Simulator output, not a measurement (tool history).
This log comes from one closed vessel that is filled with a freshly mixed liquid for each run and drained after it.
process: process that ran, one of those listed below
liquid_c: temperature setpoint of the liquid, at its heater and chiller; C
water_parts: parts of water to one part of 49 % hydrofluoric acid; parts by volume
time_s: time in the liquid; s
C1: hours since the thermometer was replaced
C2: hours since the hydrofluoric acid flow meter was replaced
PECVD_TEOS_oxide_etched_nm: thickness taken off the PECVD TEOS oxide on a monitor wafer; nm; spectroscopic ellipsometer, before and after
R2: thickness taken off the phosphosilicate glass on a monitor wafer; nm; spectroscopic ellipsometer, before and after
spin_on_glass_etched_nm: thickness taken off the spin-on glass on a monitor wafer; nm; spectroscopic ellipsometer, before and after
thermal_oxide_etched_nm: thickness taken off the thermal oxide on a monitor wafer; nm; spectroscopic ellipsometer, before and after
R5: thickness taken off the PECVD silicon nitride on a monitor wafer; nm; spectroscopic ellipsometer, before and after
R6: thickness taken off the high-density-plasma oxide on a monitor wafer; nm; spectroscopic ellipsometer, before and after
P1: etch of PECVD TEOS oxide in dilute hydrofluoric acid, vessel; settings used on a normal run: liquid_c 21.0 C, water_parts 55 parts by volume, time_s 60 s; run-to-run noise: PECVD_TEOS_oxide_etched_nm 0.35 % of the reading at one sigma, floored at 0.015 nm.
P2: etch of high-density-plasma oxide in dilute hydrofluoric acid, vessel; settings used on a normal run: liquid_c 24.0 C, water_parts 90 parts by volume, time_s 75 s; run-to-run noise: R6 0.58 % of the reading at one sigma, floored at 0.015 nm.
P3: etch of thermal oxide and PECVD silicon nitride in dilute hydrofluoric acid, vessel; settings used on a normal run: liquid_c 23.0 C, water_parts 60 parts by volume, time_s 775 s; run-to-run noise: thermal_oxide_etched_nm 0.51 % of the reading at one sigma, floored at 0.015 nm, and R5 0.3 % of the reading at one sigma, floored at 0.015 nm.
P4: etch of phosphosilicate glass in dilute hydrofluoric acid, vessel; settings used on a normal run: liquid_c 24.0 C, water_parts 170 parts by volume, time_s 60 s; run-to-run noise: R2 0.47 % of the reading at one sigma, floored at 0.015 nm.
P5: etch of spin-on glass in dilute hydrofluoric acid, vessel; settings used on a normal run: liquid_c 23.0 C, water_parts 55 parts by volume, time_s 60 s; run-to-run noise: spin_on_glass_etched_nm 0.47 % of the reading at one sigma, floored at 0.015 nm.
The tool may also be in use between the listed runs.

{"run": 1, "day": 0.254, "process": "P1", "liquid_c": 21.0, "water_parts": 55, "time_s": 60, "C1": 288.3, "C2": 522.2, "PECVD_TEOS_oxide_etched_nm": 26.437}
{"run": 2, "day": 0.475, "process": "P1", "liquid_c": 21.0, "water_parts": 55, "time_s": 30, "C1": 293.6, "C2": 527.5, "PECVD_TEOS_oxide_etched_nm": 13.351}
{"run": 3, "day": 0.721, "process": "P1", "liquid_c": 26.5, "water_parts": 55, "time_s": 60, "C1": 299.5, "C2": 533.4, "PECVD_TEOS_oxide_etched_nm": 33.068}
{"run": 4, "day": 0.95, "process": "P1", "liquid_c": 21.0, "water_parts": 55, "time_s": 60, "C1": 305.0, "C2": 538.9, "PECVD_TEOS_oxide_etched_nm": 26.544}
{"run": 5, "day": 1.242, "process": "P4", "liquid_c": 20.0, "water_parts": 170, "time_s": 60, "C1": 312.0, "C2": 545.9, "R2": 34.416}
{"run": 6, "day": 1.462, "process": "P1", "liquid_c": 21.0, "water_parts": 55, "time_s": 60, "C1": 317.3, "C2": 551.2, "PECVD_TEOS_oxide_etched_nm": 26.349}
{"run": 7, "day": 1.742, "process": "P1", "liquid_c": 21.0, "water_parts": 55, "time_s": 60, "C1": 324.0, "C2": 557.9, "PECVD_TEOS_oxide_etched_nm": 26.375}
{"run": 8, "day": 2.025, "process": "P5", "liquid_c": 23.0, "water_parts": 35, "time_s": 60, "C1": 330.8, "C2": 564.7, "spin_on_glass_etched_nm": 67.285}
{"run": 9, "day": 2.283, "process": "P3", "liquid_c": 23.0, "water_parts": 30, "time_s": 775, "C1": 337.0, "C2": 570.9, "thermal_oxide_etched_nm": 122.84, "R5": 68.68}
{"run": 10, "day": 2.508, "process": "P2", "liquid_c": 24.0, "water_parts": 90, "time_s": 75, "C1": 342.4, "C2": 576.3, "R6": 4.31}
{"run": 11, "day": 2.8, "process": "P5", "liquid_c": 23.0, "water_parts": 55, "time_s": 60, "C1": 349.4, "C2": 583.3, "spin_on_glass_etched_nm": 41.719}
{"run": 12, "day": 3.008, "process": "P4", "liquid_c": 24.0, "water_parts": 170, "time_s": 60, "C1": 354.4, "C2": 588.3, "R2": 39.844}
{"run": 13, "day": 3.183, "process": "P2", "liquid_c": 24.0, "water_parts": 55, "time_s": 75, "C1": 358.6, "C2": 592.5, "R6": 7.3086}
{"run": 14, "day": 3.467, "process": "P4", "liquid_c": 24.0, "water_parts": 170, "time_s": 30, "C1": 365.4, "C2": 599.3, "R2": 20.048}
{"run": 15, "day": 3.771, "process": "P4", "liquid_c": 24.0, "water_parts": 25, "time_s": 60, "C1": 372.7, "C2": 606.6, "R2": 323.12}
{"run": 16, "day": 4.062, "process": "P3", "liquid_c": 23.0, "water_parts": 60, "time_s": 50, "C1": 379.7, "C2": 613.6, "thermal_oxide_etched_nm": 3.838, "R5": 2.2459}
{"run": 17, "day": 4.275, "process": "P3", "liquid_c": 17.0, "water_parts": 60, "time_s": 775, "C1": 384.8, "C2": 618.7, "thermal_oxide_etched_nm": 45.378, "R5": 23.258}
{"run": 18, "day": 4.425, "process": "P3", "liquid_c": 23.0, "water_parts": 60, "time_s": 775, "C1": 388.4, "C2": 622.3, "thermal_oxide_etched_nm": 58.945, "R5": 35.159}
{"run": 19, "day": 4.671, "process": "P1", "liquid_c": 21.0, "water_parts": 55, "time_s": 60, "C1": 394.3, "C2": 628.2, "PECVD_TEOS_oxide_etched_nm": 26.242}
{"run": 20, "day": 4.858, "process": "P1", "liquid_c": 21.0, "water_parts": 55, "time_s": 60, "C1": 398.8, "C2": 632.7, "PECVD_TEOS_oxide_etched_nm": 26.345}
{"run": 21, "day": 5.088, "process": "P1", "liquid_c": 21.0, "water_parts": 20, "time_s": 60, "C1": 404.3, "C2": 638.2, "PECVD_TEOS_oxide_etched_nm": 75.809}
{"run": 22, "day": 5.3, "process": "P1", "liquid_c": 21.0, "water_parts": 80, "time_s": 100, "C1": 409.4, "C2": 643.3, "PECVD_TEOS_oxide_etched_nm": 29.338}
{"run": 23, "day": 5.571, "process": "P4", "liquid_c": 24.0, "water_parts": 170, "time_s": 60, "C1": 415.9, "C2": 649.8, "R2": 39.915}
{"run": 24, "day": 5.842, "process": "P1", "liquid_c": 17.0, "water_parts": 55, "time_s": 60, "C1": 422.4, "C2": 656.3, "PECVD_TEOS_oxide_etched_nm": 22.219}
{"run": 25, "day": 6.088, "process": "P1", "liquid_c": 25.0, "water_parts": 55, "time_s": 105, "C1": 428.3, "C2": 662.2, "PECVD_TEOS_oxide_etched_nm": 54.375}
{"run": 26, "day": 6.383, "process": "P2", "liquid_c": 24.0, "water_parts": 90, "time_s": 75, "C1": 435.4, "C2": 669.3, "R6": 4.2488}
{"run": 27, "day": 6.542, "process": "P1", "liquid_c": 21.0, "water_parts": 105, "time_s": 60, "C1": 439.2, "C2": 673.1, "PECVD_TEOS_oxide_etched_nm": 13.123}
{"run": 28, "day": 6.733, "process": "P5", "liquid_c": 31.5, "water_parts": 55, "time_s": 60, "C1": 443.8, "C2": 677.7, "spin_on_glass_etched_nm": 58.198}
{"run": 29, "day": 6.942, "process": "P1", "liquid_c": 21.0, "water_parts": 55, "time_s": 85, "C1": 448.8, "C2": 682.7, "PECVD_TEOS_oxide_etched_nm": 37.359}
{"run": 30, "day": 7.15, "process": "P5", "liquid_c": 23.0, "water_parts": 55, "time_s": 95, "C1": 453.8, "C2": 687.7, "spin_on_glass_etched_nm": 65.99}
{"run": 31, "day": 7.321, "process": "P2", "liquid_c": 24.0, "water_parts": 90, "time_s": 140, "C1": 457.9, "C2": 691.8, "R6": 7.9492}
{"run": 32, "day": 7.479, "process": "P2", "liquid_c": 17.0, "water_parts": 90, "time_s": 75, "C1": 461.7, "C2": 695.6, "R6": 3.1946}
{"run": 33, "day": 7.658, "process": "P1", "liquid_c": 17.0, "water_parts": 95, "time_s": 60, "C1": 466.0, "C2": 699.9, "PECVD_TEOS_oxide_etched_nm": 12.302}
{"run": 34, "day": 7.896, "process": "P5", "liquid_c": 23.0, "water_parts": 55, "time_s": 60, "C1": 471.7, "C2": 705.6, "spin_on_glass_etched_nm": 42.044}
{"run": 35, "day": 8.054, "process": "P1", "liquid_c": 21.0, "water_parts": 55, "time_s": 60, "C1": 475.5, "C2": 709.4, "PECVD_TEOS_oxide_etched_nm": 26.498}
{"run": 36, "day": 8.262, "process": "P1", "liquid_c": 21.0, "water_parts": 55, "time_s": 60, "C1": 480.5, "C2": 714.4, "PECVD_TEOS_oxide_etched_nm": 26.333}
{"run": 37, "day": 8.479, "process": "P1", "liquid_c": 21.0, "water_parts": 55, "time_s": 60, "C1": 485.7, "C2": 719.6, "PECVD_TEOS_oxide_etched_nm": 25.804}
{"run": 38, "day": 8.612, "process": "P1", "liquid_c": 21.0, "water_parts": 55, "time_s": 60, "C1": 488.9, "C2": 722.8, "PECVD_TEOS_oxide_etched_nm": 25.426}
{"run": 39, "day": 8.775, "process": "P1", "liquid_c": 21.0, "water_parts": 55, "time_s": 60, "C1": 492.8, "C2": 726.7, "PECVD_TEOS_oxide_etched_nm": 25.166}

For run 40, what comes out?
{"run": 40, "day": 8.946, "process": "P1", "liquid_c": 21.0, "water_parts": 55, "time_s": 60, "C1": 496.9, "C2": 730.8, "PECVD_TEOS_oxide_etched_nm": "?"}

PECVD_TEOS_oxide_etched_nm: 24.869 nm
